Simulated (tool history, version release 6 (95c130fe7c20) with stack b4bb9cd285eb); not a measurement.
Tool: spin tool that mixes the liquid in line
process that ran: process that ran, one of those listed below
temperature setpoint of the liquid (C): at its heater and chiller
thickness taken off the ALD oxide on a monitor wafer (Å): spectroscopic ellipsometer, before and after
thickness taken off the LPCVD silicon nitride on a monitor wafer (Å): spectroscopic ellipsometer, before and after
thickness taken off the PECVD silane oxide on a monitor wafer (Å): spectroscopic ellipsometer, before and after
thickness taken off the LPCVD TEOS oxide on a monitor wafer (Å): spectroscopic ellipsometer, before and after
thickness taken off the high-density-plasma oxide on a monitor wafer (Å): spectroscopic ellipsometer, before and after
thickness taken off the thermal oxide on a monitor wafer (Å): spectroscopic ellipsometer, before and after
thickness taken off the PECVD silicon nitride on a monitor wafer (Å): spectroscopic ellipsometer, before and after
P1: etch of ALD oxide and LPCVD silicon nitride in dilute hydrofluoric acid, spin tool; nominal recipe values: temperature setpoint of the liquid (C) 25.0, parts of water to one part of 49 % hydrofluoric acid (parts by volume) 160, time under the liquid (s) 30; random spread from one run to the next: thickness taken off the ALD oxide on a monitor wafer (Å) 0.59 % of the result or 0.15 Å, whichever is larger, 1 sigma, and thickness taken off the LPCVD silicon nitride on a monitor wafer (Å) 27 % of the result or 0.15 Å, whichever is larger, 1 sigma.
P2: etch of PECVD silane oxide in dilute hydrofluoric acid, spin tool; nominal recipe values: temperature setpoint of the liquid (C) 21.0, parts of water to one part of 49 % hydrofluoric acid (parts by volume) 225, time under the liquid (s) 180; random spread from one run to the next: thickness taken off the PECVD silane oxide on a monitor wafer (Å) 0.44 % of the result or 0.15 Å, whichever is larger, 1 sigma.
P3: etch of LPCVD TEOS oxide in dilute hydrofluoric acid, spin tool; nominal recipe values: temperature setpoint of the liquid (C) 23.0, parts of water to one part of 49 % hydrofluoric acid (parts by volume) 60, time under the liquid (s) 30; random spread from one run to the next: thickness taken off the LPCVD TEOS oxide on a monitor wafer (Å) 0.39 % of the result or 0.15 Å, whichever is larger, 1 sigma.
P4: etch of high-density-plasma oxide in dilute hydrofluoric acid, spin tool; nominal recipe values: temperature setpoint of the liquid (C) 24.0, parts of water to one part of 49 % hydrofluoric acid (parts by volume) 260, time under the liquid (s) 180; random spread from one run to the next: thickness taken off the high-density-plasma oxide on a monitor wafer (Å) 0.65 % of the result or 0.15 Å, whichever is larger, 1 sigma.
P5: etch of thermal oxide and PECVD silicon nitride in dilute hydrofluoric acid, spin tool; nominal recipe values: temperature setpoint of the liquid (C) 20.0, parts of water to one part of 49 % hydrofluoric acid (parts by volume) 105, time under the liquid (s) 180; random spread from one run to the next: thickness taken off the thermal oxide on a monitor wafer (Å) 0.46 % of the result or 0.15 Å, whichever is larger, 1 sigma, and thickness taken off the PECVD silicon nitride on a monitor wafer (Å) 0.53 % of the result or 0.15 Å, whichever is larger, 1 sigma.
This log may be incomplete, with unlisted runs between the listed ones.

run,hour,process that ran,temperature setpoint of the liquid (C),parts of water to one part of 49 % hydrofluoric acid (parts by volume),time under the liquid (s),hours since the thermometer was replaced,hours since the hydrofluoric acid flow meter was replaced,thickness taken off the ALD oxide on a monitor wafer (Å),thickness taken off the LPCVD silicon nitride on a monitor wafer (Å),thickness taken off the PECVD silane oxide on a monitor wafer (Å),thickness taken off the LPCVD TEOS oxide on a monitor wafer (Å),thickness taken off the high-density-plasma oxide on a monitor wafer (Å),thickness taken off the thermal oxide on a monitor wafer (Å),thickness taken off the PECVD silicon nitride on a monitor wafer (Å)
1,5.9,P1,25.0,160,30,658.9,1596.0,48.807,1.3679e0,,,,,
2,11.0,P2,21.0,225,285,664.0,1601.1,,,201.24,,,,
3,20.9,P1,25.0,160,60,673.9,1611.0,97.599,2.1915e0,,,,,
4,29.4,P3,23.0,60,55,682.4,1619.5,,,,391.52,,,
5,35.1,P1,25.0,160,30,688.1,1625.2,49.469,9.9339e-1,,,,,
6,44.7,P4,24.0,260,50,697.7,1634.8,,,,,9.4918,,
7,53.7,P1,25.0,160,30,706.7,1643.8,49.237,6.5273e-1,,,,,
8,63.4,P5,20.0,105,180,716.4,1653.5,,,,,,65.775,72.871
9,68.7,P3,23.0,105,30,721.7,1658.8,,,,116.30,,,
10,78.5,P1,25.0,75,30,731.5,1668.6,116.210,2.3353e0,,,,,
11,85.7,P5,20.0,105,60,738.7,1675.8,,,,,,21.900,24.012
12,92.5,P1,33.0,160,30,745.5,1682.6,65.501,1.2884e0,,,,,
13,100.1,P3,23.0,60,30,753.1,1690.2,,,,213.26,,,
14,107.5,P1,25.0,280,15,760.5,1697.6,12.439,6.9189e-3,,,,,
15,117.1,P1,18.0,160,60,770.1,1707.2,74.314,1.8229e0,,,,,
16,123.0,P4,18.5,260,180,776.0,1713.1,,,,,28.4540,,
17,132.4,P3,28.5,60,30,785.4,1722.5,,,,267.36,,,
18,140.9,P5,20.0,185,180,793.9,1731.0,,,,,,34.688,41.341
19,147.5,P2,21.0,225,180,800.5,1737.6,,,126.83,,,,
20,157.9,P4,24.0,260,180,810.9,1748.0,,,,,34.7500,,
21,164.0,P5,20.0,105,180,817.0,1754.1,,,,,,65.658,73.535
22,169.2,P5,25.5,105,180,822.2,1759.3,,,,,,82.248,103.490
23,174.7,P1,25.0,250,30,827.7,1764.8,28.963,4.2899e-1,,,,,
24,181.0,P4,24.0,395,180,834.0,1771.1,,,,,20.0560,,
25,185.9,P1,25.0,160,30,838.9,1776.0,49.254,9.1772e-1,,,,,
26,194.8,P1,25.0,160,15,847.8,1784.9,24.401,4.0727e-1,,,,,
27,206.0,P1,25.0,160,30,859.0,1796.1,49.642,4.0704e-1,,,,,
28,211.6,P1,21.0,160,30,864.6,1801.7,41.932,1.2039e0,,,,,
29,217.0,P2,26.0,225,180,870.0,1807.1,,,153.59,,,,
30,226.8,P2,21.0,95,180,879.8,1816.9,,,345.29,,,,
31,237.9,P1,25.0,160,30,890.9,1828.0,49.451,1.34e0,,,,,
32,243.1,P1,25.0,160,30,896.1,1833.2,47.507,6.6771e-1,,,,,
33,254.3,P1,25.0,160,30,907.3,1844.4,45.919,9.6375e-1,,,,,
34,264.0,P1,25.0,160,30,917.0,1854.1,45.781,5.938e-1,,,,,
35,272.9,P1,25.0,160,30,925.9,1863.0,45.355,1.1604e0,,,,,
36,279.5,P1,25.0,160,30,932.5,1869.6,45.147,4.8553e-1,,,,,
37,284.7,P1,25.0,160,30,937.7,1874.8,44.996,5.4223e-1,,,,,

P1 no longer gives what it gave before; its output has crept away from where it was. The following 2 causes, each at its listed size, fit the log equally well:
A: hydrofluoric acid flow below the setpoint (%) = 7.1
B: liquid colder than its thermometer reads (K) = 2.31
Creep in the process output first set in at about hour 237.9.

Each of the 4 check runs below uses one wafer; its results are left as question marks. Which run tells the causes apart?
check 1,289.9,P3,27.5,85,30,,,,,,?,,,
check 2,289.9,P5,23.5,105,70,,,,,,,,?,?
check 3,289.9,P2,21.0,140,180,,,,,?,,,,
check 4,289.9,P4,24.0,385,180,,,,,,,?,,

If the cause were each of the candidates in turn, the checks would give the following:
check,result,if A,if B
check 1,thickness taken off the LPCVD TEOS oxide on a monitor wafer (Å),160.96,159.66
check 2,thickness taken off the thermal oxide on a monitor wafer (Å),27.131,26.878
check 2,thickness taken off the PECVD silicon nitride on a monitor wafer (Å),33.259,30.660
check 3,thickness taken off the PECVD silane oxide on a monitor wafer (Å),204.90,203.36
check 4,thickness taken off the high-density-plasma oxide on a monitor wafer (Å),18.8300,19.2540
Per check, the gap between the least separated pair of causes, taken in the result that splits them most: check 1 0.81 %; check 2 8.14 %; check 3 0.75 %; check 4 2.23 %
Only check 2 tells the causes apart: in the others they would give nearly the same result.

Here is what check 2 returned: thickness taken off the thermal oxide on a monitor wafer (Å) 27.171; thickness taken off the PECVD silicon nitride on a monitor wafer (Å) 33.458. Which cause is it?

The correct cause is A, namely: hydrofluoric acid flow below the setpoint (%).
